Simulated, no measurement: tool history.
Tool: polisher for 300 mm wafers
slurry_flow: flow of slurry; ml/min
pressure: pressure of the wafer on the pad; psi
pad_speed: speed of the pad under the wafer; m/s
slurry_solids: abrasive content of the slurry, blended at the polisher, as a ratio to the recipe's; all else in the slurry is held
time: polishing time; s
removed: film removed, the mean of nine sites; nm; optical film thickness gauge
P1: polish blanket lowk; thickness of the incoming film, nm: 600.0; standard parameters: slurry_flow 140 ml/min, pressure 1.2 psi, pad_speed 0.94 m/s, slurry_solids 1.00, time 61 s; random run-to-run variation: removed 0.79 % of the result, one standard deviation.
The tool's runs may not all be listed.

run 1 hour=9.2 | slurry_flow=140 pressure=1.2 pad_speed=0.94 slurry_solids=1.00 time=61 | removed=14.0260
run 2 hour=18.7 | slurry_flow=140 pressure=1.2 pad_speed=0.94 slurry_solids=1.45 time=61 | removed=16.6060
run 3 hour=33.2 | slurry_flow=140 pressure=1.2 pad_speed=0.94 slurry_solids=1.00 time=93 | removed=21.6830
run 4 hour=45.1 | slurry_flow=140 pressure=1.2 pad_speed=1.24 slurry_solids=1.00 time=61 | removed=17.6260
run 5 hour=56.4 | slurry_flow=140 pressure=0.6 pad_speed=0.94 slurry_solids=1.00 time=61 | removed=7.1419
run 6 hour=65.9 | slurry_flow=85 pressure=1.2 pad_speed=0.94 slurry_solids=1.00 time=61 | removed=12.7580
run 7 hour=80.1 | slurry_flow=140 pressure=1.2 pad_speed=0.94 slurry_solids=1.00 time=61 | removed=14.3560
run 8 hour=93.9 | slurry_flow=140 pressure=1.9 pad_speed=0.94 slurry_solids=1.00 time=61 | removed=22.7210
run 9 hour=102.9 | slurry_flow=140 pressure=1.2 pad_speed=0.94 slurry_solids=0.70 time=61 | removed=11.8020
run 10 hour=116.9 | slurry_flow=140 pressure=1.2 pad_speed=0.56 slurry_solids=1.40 time=61 | removed=10.8390
-- hour=126.8 slurry nozzle cleaned
-- hour=129.4 worn pad replaced by a new one
run 11 hour=130.3 | slurry_flow=140 pressure=1.2 pad_speed=0.94 slurry_solids=1.00 time=27 | removed=6.3227
run 12 hour=138.6 | slurry_flow=140 pressure=1.2 pad_speed=0.48 slurry_solids=1.00 time=61 | removed=8.3956
run 13 hour=152.9 | slurry_flow=140 pressure=1.2 pad_speed=0.94 slurry_solids=1.00 time=61 | removed=14.3340
run 14 hour=163.3 | slurry_flow=140 pressure=1.2 pad_speed=0.94 slurry_solids=1.00 time=61 | removed=14.1680
run 15 hour=171.7 | slurry_flow=195 pressure=1.2 pad_speed=0.94 slurry_solids=1.00 time=61 | removed=14.8450
run 16 hour=183.8 | slurry_flow=140 pressure=1.2 pad_speed=0.94 slurry_solids=1.00 time=61 | removed=14.3430
run 17 hour=194.4 | slurry_flow=140 pressure=1.2 pad_speed=0.94 slurry_solids=1.00 time=61 | removed=13.7960
run 18 hour=205.7 | slurry_flow=140 pressure=1.2 pad_speed=0.94 slurry_solids=1.00 time=61 | removed=13.6210
run 19 hour=213.4 | slurry_flow=140 pressure=1.2 pad_speed=0.94 slurry_solids=1.00 time=61 | removed=13.2320
run 20 hour=224.9 | slurry_flow=140 pressure=1.2 pad_speed=0.94 slurry_solids=1.00 time=61 | removed=13.2510
run 21 hour=234.6 | slurry_flow=140 pressure=1.2 pad_speed=0.94 slurry_solids=1.00 time=61 | removed=13.1420
run 22 hour=249.1 | slurry_flow=140 pressure=1.2 pad_speed=0.94 slurry_solids=1.00 time=61 | removed=13.1300
-- hour=251.3 worn pad replaced by a new one
run 23 hour=257.5 | slurry_flow=140 pressure=1.2 pad_speed=0.94 slurry_solids=1.00 time=61 | removed=12.9990
-- hour=258.1 slurry blender recalibrated
-- hour=259.0 conditioning disc replaced and pad reconditioned
run 24 hour=265.7 | slurry_flow=140 pressure=1.2 pad_speed=0.94 slurry_solids=1.00 time=61 | removed=13.0800
run 25 hour=278.1 | slurry_flow=140 pressure=1.2 pad_speed=0.94 slurry_solids=1.00 time=61 | removed=13.0160
run 26 hour=286.1 | slurry_flow=140 pressure=1.2 pad_speed=0.94 slurry_solids=1.00 time=61 | removed=13.0540

Something has made what P1 gives creep away from where it was; the 2 causes below, each at its own stated size, fit the log equally well:
A: slurry flow missing at the pad, % = 32.2
B: head's pressure below its setpoint, % = 8.14
The onset of the drift is placed at about hour 183.8.
Ruled out, with reasons:
removal rate lost through wear of the pad, %: maintenance at hour 251.3, after the shift began, did not return the process to its former output
abrasive missing from the slurry, %: maintenance at hour 258.1, after the shift began, did not return the process to its former output
time polished since the conditioner stopped cutting, s: maintenance at hour 259.0, after the shift began, did not return the process to its former output

Of the 4 check runs below, each run on 2 wafers with the results averaged and each result still a question mark, which one would tell the listed causes apart?
run check 1 hour=294.1 | slurry_flow=140 pressure=1.8 pad_speed=0.94 slurry_solids=1.00 time=61 | removed=?
run check 2 hour=294.1 | slurry_flow=140 pressure=1.2 pad_speed=0.62 slurry_solids=1.00 time=84 | removed=?
run check 3 hour=294.1 | slurry_flow=140 pressure=1.2 pad_speed=0.76 slurry_solids=1.00 time=92 | removed=?
run check 4 hour=294.1 | slurry_flow=90 pressure=1.2 pad_speed=0.94 slurry_solids=1.00 time=61 | removed=?

Predicted outcomes, by check and by cause:
check=check_1 result=removed if_A=19.6190 if_B=19.6200
check=check_2 result=removed if_A=12.9110 if_B=12.9110
check=check_3 result=removed if_A=16.6420 if_B=16.6420
check=check_4 result=removed if_A=11.3840 if_B=11.8470
Per-check spread between the two closest causes, in the result where they differ most: check 1 0 %; check 2 0 %; check 3 0 %; check 4 3.98 %
Of the check runs offered, only check 4 discriminates between the causes; the rest would read about the same regardless of which cause applies.

Then check 4 was run and gave: removed 11.9520 nm. Which cause is it?

The cause is B: head's pressure below its setpoint, %.
